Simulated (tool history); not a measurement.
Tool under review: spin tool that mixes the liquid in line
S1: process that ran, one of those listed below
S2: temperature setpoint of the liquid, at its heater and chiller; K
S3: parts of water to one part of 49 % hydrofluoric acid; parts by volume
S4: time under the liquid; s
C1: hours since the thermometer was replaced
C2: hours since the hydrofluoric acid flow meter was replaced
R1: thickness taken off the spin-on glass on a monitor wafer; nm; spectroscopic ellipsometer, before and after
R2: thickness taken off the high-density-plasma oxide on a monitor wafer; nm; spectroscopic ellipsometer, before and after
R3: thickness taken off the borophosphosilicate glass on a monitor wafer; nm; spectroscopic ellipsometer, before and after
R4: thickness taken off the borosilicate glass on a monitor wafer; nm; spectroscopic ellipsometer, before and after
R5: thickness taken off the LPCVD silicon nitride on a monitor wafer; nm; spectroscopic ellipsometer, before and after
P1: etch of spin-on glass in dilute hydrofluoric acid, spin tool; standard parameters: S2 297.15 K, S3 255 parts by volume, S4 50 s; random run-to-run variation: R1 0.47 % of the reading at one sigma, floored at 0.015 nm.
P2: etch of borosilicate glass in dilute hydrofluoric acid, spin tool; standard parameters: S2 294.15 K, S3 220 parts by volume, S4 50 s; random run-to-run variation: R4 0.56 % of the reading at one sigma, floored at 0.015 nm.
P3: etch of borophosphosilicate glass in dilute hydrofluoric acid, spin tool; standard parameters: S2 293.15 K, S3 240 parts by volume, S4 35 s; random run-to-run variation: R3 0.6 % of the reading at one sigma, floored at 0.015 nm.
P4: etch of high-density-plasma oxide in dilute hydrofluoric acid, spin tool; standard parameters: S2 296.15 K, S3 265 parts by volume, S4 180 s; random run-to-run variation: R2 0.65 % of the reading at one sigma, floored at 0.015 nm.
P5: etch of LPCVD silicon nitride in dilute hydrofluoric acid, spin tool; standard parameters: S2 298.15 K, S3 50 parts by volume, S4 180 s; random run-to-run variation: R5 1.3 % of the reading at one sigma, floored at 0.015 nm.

Run 1, hour 13.5: S1 P1, S2 297.15 K, S3 255 parts by volume, S4 50 s; C1 2235.2; C2 681.5. Result: R1 4.6718 nm.
Run 2, hour 27.7: S1 P1, S2 297.15 K, S3 255 parts by volume, S4 80 s; C1 2249.4; C2 695.7. Result: R1 7.4376 nm.
Run 3, hour 45.7: S1 P1, S2 290.65 K, S3 255 parts by volume, S4 50 s; C1 2267.4; C2 713.7. Result: R1 3.7004 nm.
Run 4, hour 57.6: S1 P1, S2 291.65 K, S3 255 parts by volume, S4 95 s; C1 2279.3; C2 725.6. Result: R1 7.2228 nm.
Run 5, hour 68.9: S1 P4, S2 296.15 K, S3 150 parts by volume, S4 180 s; C1 2290.6; C2 736.9. Result: R2 7.1299 nm.
Run 6, hour 80.8: S1 P1, S2 297.15 K, S3 255 parts by volume, S4 50 s; C1 2302.5; C2 748.8. Result: R1 4.6517 nm.
Run 7, hour 92.9: S1 P3, S2 300.65 K, S3 240 parts by volume, S4 35 s; C1 2314.6; C2 760.9. Result: R3 7.2189 nm.
Run 8, hour 109.1: S1 P3, S2 293.15 K, S3 240 parts by volume, S4 35 s; C1 2330.8; C2 777.1. Result: R3 5.4806 nm.
At hour 123.9: hydrofluoric acid flow meter replaced.
Run 9, hour 124.3: S1 P4, S2 296.15 K, S3 265 parts by volume, S4 180 s; C1 2346; C2 0.4. Result: R2 3.5933 nm.
Run 10, hour 136.4: S1 P2, S2 294.15 K, S3 220 parts by volume, S4 90 s; C1 2358.1; C2 12.5. Result: R4 13.21 nm.
Run 11, hour 153: S1 P3, S2 293.15 K, S3 125 parts by volume, S4 35 s; C1 2374.7; C2 29.1. Result: R3 11.733 nm.
Run 12, hour 165.1: S1 P4, S2 302.15 K, S3 265 parts by volume, S4 180 s; C1 2386.8; C2 41.2. Result: R2 4.3677 nm.
Run 13, hour 177.7: S1 P5, S2 298.15 K, S3 25 parts by volume, S4 180 s; C1 2399.4; C2 53.8. Result: R5 3.3023 nm.
Run 14, hour 194: S1 P5, S2 298.15 K, S3 50 parts by volume, S4 45 s; C1 2415.7; C2 70.1. Result: R5 0.44449 nm.
Run 15, hour 206.3: S1 P5, S2 298.15 K, S3 50 parts by volume, S4 180 s; C1 2428; C2 82.4. Result: R5 1.6981 nm.
Run 16, hour 219.5: S1 P1, S2 297.15 K, S3 50 parts by volume, S4 50 s; C1 2441.2; C2 95.6. Result: R1 29.94 nm.
Run 17, hour 237.5: S1 P1, S2 297.15 K, S3 255 parts by volume, S4 15 s; C1 2459.2; C2 113.6. Result: R1 1.3845 nm.
Run 18, hour 253.8: S1 P2, S2 294.15 K, S3 330 parts by volume, S4 50 s; C1 2475.5; C2 129.9. Result: R4 4.3791 nm.
Run 19, hour 268.6: S1 P1, S2 297.15 K, S3 395 parts by volume, S4 50 s; C1 2490.3; C2 144.7. Result: R1 2.6562 nm.
Run 20, hour 282.2: S1 P1, S2 297.15 K, S3 255 parts by volume, S4 50 s; C1 2503.9; C2 158.3. Result: R1 4.6843 nm.
Run 21, hour 295.3: S1 P4, S2 296.15 K, S3 265 parts by volume, S4 290 s; C1 2517; C2 171.4. Result: R2 5.7496 nm.
Run 22, hour 305.6: S1 P1, S2 301.65 K, S3 255 parts by volume, S4 50 s; C1 2527.3; C2 181.7. Result: R1 5.4986 nm.
Run 23, hour 319.9: S1 P4, S2 296.15 K, S3 265 parts by volume, S4 180 s; C1 2541.6; C2 196. Result: R2 3.5795 nm.
Run 24, hour 332.5: S1 P2, S2 294.15 K, S3 220 parts by volume, S4 50 s; C1 2554.2; C2 208.6. Result: R4 7.3698 nm.
Run 25, hour 348.4: S1 P1, S2 297.15 K, S3 255 parts by volume, S4 50 s; C1 2570.1; C2 224.5. Result: R1 4.7167 nm.
Run 26, hour 362.5: S1 P5, S2 298.15 K, S3 50 parts by volume, S4 180 s; C1 2584.2; C2 238.6. Result: R5 1.7231 nm.
Run 27, hour 370.4: S1 P3, S2 293.15 K, S3 240 parts by volume, S4 65 s; C1 2592.1; C2 246.5. Result: R3 10.153 nm.
Run 28, hour 386.1: S1 P1, S2 302.15 K, S3 140 parts by volume, S4 50 s; C1 2607.8; C2 262.2. Result: R1 11.646 nm.
Run 29, hour 402.5: S1 P5, S2 292.65 K, S3 50 parts by volume, S4 180 s; C1 2624.2; C2 278.6. Result: R5 1.1772 nm.
At hour 411.2: thermometer replaced.
Run 30, hour 418.7: S1 P1, S2 297.15 K, S3 120 parts by volume, S4 85 s; C1 7.6; C2 294.8. Result: R1 19.632 nm.
Run 31, hour 434.9: S1 P2, S2 300.65 K, S3 220 parts by volume, S4 50 s; C1 23.8; C2 311. Result: R4 9.2447 nm.
Run 32, hour 445.2: S1 P1, S2 297.15 K, S3 255 parts by volume, S4 50 s; C1 34.1; C2 321.3. Result: R1 4.6554 nm.
Run 33, hour 463.1: S1 P1, S2 297.15 K, S3 255 parts by volume, S4 50 s; C1 52; C2 339.2. Result: R1 4.6992 nm.
Run 34, hour 475.6: S1 P1, S2 297.15 K, S3 255 parts by volume, S4 50 s; C1 64.5; C2 351.7. Result: R1 4.6007 nm.
Run 35, hour 486.8: S1 P1, S2 297.15 K, S3 255 parts by volume, S4 50 s; C1 75.7; C2 362.9. Result: R1 4.5682 nm.
Run 36, hour 498.8: S1 P1, S2 297.15 K, S3 255 parts by volume, S4 50 s; C1 87.7; C2 374.9. Result: R1 4.4802 nm.
Run 37, hour 511.9: S1 P1, S2 297.15 K, S3 255 parts by volume, S4 50 s; C1 100.8; C2 388. Result: R1 4.4803 nm.
Run 38, hour 522.6: S1 P1, S2 297.15 K, S3 255 parts by volume, S4 50 s; C1 111.5; C2 398.7. Result: R1 4.3932 nm.
Run 39, hour 540.7: S1 P1, S2 297.15 K, S3 255 parts by volume, S4 50 s; C1 129.6; C2 416.8. Result: R1 4.4244 nm.
Run 40, hour 555.4: S1 P1, S2 297.15 K, S3 255 parts by volume, S4 50 s; C1 144.3; C2 431.5. Result: R1 4.3884 nm.
Run 41, hour 571.6: S1 P1, S2 297.15 K, S3 255 parts by volume, S4 50 s; C1 160.5; C2 447.7. Result: R1 4.4087 nm.

Run 42 comes next. What will it give?
Run 42, hour 580: S1 P1, S2 297.15 K, S3 255 parts by volume, S4 50 s; C1 168.9; C2 456.1. Result: R1 ?.

Run 42 yielded R1 4.402 nm.
